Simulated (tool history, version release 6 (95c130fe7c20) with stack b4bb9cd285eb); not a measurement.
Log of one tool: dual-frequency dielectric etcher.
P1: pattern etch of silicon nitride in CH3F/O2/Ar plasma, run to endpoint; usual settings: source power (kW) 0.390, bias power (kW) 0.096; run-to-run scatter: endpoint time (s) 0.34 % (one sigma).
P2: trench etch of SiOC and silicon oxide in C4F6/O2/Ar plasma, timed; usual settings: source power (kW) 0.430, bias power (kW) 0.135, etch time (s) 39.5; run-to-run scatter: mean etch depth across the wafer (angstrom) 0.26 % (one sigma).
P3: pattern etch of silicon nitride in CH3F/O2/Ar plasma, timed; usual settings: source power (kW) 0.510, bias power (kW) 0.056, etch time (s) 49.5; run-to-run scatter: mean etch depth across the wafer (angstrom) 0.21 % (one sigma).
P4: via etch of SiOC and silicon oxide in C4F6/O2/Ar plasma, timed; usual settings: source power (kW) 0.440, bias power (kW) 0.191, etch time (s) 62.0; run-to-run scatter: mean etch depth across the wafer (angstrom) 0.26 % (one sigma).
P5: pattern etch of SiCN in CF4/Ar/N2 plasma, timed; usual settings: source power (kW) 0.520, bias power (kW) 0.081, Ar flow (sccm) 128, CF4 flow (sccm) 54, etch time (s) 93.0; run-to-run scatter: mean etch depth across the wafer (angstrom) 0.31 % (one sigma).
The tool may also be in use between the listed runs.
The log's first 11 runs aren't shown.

run,hour,process that ran,source power (kW),bias power (kW),Ar flow (sccm),CF4 flow (sccm),etch time (s),endpoint time (s),mean etch depth across the wafer (angstrom)
12,86.6,P1,0.480,0.096,,,,47.747,
13,95.8,P5,0.520,0.081,158,54,93.0,,839.23
14,100.7,P1,0.390,0.096,,,,51.423,
15,108.5,P3,0.390,0.056,,,49.5,,313.28
16,115.6,P1,0.230,0.096,,,,62.790,
17,123.7,P2,0.540,0.135,,,39.5,,785.96
18,129.9,P4,0.440,0.191,,,92.5,,1112.10
19,135.7,P2,0.430,0.135,,,52.5,,956.38
20,142.4,P1,0.390,0.096,,,,51.552,
21,150.7,P1,0.390,0.096,,,,51.470,
22,159.3,P5,0.640,0.081,128,54,93.0,,1042.60
23,164.3,P5,0.520,0.055,128,54,93.0,,758.80
24,171.0,P5,0.520,0.081,128,54,93.0,,874.57
25,176.6,P2,0.430,0.164,,,39.5,,762.62
26,181.6,P1,0.310,0.064,,,,64.735,
27,186.0,P3,0.510,0.056,,,65.0,,457.42
28,193.4,P1,0.390,0.129,,,,46.095,
29,199.4,P4,0.440,0.124,,,62.0,,651.92
30,209.0,P2,0.430,0.135,,,39.5,,720.21
31,213.7,P3,0.510,0.044,,,49.5,,321.54

Forecast run 32:
32,222.9,P1,0.390,0.096,,,,?,

Run 32 gave endpoint time (s) 51.744.
